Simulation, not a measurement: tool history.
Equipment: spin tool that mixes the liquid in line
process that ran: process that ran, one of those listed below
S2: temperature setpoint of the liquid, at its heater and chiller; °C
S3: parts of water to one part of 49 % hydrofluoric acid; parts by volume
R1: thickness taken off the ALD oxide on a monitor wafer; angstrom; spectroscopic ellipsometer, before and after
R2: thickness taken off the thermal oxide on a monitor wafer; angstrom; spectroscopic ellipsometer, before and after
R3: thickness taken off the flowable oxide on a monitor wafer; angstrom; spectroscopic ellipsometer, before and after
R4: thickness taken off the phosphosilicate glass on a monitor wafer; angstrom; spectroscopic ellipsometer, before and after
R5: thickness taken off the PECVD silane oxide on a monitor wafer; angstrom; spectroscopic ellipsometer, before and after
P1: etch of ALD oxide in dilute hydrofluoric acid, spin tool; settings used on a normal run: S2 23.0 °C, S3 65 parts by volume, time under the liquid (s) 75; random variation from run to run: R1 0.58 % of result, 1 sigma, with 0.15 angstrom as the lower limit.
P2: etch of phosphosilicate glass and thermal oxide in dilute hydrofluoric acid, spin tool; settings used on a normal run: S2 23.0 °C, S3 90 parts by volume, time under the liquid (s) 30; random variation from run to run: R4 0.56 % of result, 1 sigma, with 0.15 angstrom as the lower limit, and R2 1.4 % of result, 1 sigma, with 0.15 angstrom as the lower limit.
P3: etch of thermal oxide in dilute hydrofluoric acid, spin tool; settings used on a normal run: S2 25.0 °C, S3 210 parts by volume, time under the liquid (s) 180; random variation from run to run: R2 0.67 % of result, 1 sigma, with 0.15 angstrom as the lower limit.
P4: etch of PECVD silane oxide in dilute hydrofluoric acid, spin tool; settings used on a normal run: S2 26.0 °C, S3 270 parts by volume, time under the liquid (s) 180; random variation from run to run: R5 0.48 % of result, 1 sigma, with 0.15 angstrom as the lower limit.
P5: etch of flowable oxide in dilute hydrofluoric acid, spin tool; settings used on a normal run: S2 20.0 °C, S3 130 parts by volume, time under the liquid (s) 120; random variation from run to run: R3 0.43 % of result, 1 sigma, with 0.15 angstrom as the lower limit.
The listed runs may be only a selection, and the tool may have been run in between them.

run 1 hour=13.3 | process_that_ran=P1 S2=23.0 S3=65 time_under_the_liquid_(s)=75 | R1=220.930
run 2 hour=24.6 | process_that_ran=P3 S2=25.0 S3=210 time_under_the_liquid_(s)=15 | R2=3.3771
run 3 hour=38.4 | process_that_ran=P1 S2=23.0 S3=65 time_under_the_liquid_(s)=75 | R1=221.920
run 4 hour=51.3 | process_that_ran=P5 S2=20.0 S3=130 time_under_the_liquid_(s)=120 | R3=454.50
run 5 hour=65.8 | process_that_ran=P3 S2=32.5 S3=210 time_under_the_liquid_(s)=180 | R2=51.5090
run 6 hour=80.4 | process_that_ran=P1 S2=23.0 S3=35 time_under_the_liquid_(s)=75 | R1=422.730
run 7 hour=87.6 | process_that_ran=P3 S2=25.0 S3=210 time_under_the_liquid_(s)=180 | R2=40.0480
run 8 hour=98.4 | process_that_ran=P1 S2=23.0 S3=65 time_under_the_liquid_(s)=75 | R1=219.040
run 9 hour=110.1 | process_that_ran=P2 S2=23.0 S3=90 time_under_the_liquid_(s)=30 | R2=15.4510 R4=331.51
run 10 hour=119.0 | process_that_ran=P1 S2=17.5 S3=65 time_under_the_liquid_(s)=35 | R1=81.475
run 11 hour=129.6 | process_that_ran=P1 S2=23.0 S3=65 time_under_the_liquid_(s)=40 | R1=118.020
run 12 hour=143.3 | process_that_ran=P4 S2=26.0 S3=270 time_under_the_liquid_(s)=270 | R5=175.360
run 13 hour=155.8 | process_that_ran=P4 S2=18.0 S3=270 time_under_the_liquid_(s)=180 | R5=86.745
run 14 hour=166.1 | process_that_ran=P1 S2=19.0 S3=65 time_under_the_liquid_(s)=75 | R1=187.820
run 15 hour=180.1 | process_that_ran=P2 S2=23.0 S3=90 time_under_the_liquid_(s)=30 | R2=15.4110 R4=327.67
run 16 hour=192.9 | process_that_ran=P5 S2=28.0 S3=130 time_under_the_liquid_(s)=120 | R3=621.26
run 17 hour=202.6 | process_that_ran=P5 S2=20.0 S3=70 time_under_the_liquid_(s)=120 | R3=905.31
run 18 hour=217.2 | process_that_ran=P3 S2=25.0 S3=210 time_under_the_liquid_(s)=180 | R2=40.0040
run 19 hour=228.5 | process_that_ran=P4 S2=26.0 S3=270 time_under_the_liquid_(s)=180 | R5=116.520
run 20 hour=243.4 | process_that_ran=P1 S2=23.0 S3=100 time_under_the_liquid_(s)=75 | R1=139.290
run 21 hour=251.2 | process_that_ran=P1 S2=29.5 S3=65 time_under_the_liquid_(s)=75 | R1=283.220

The next listed run, before its measurement:
run 22 hour=259.6 | process_that_ran=P1 S2=23.0 S3=65 time_under_the_liquid_(s)=145 | R1=?

{"run 22": {"R1": 427.18}}

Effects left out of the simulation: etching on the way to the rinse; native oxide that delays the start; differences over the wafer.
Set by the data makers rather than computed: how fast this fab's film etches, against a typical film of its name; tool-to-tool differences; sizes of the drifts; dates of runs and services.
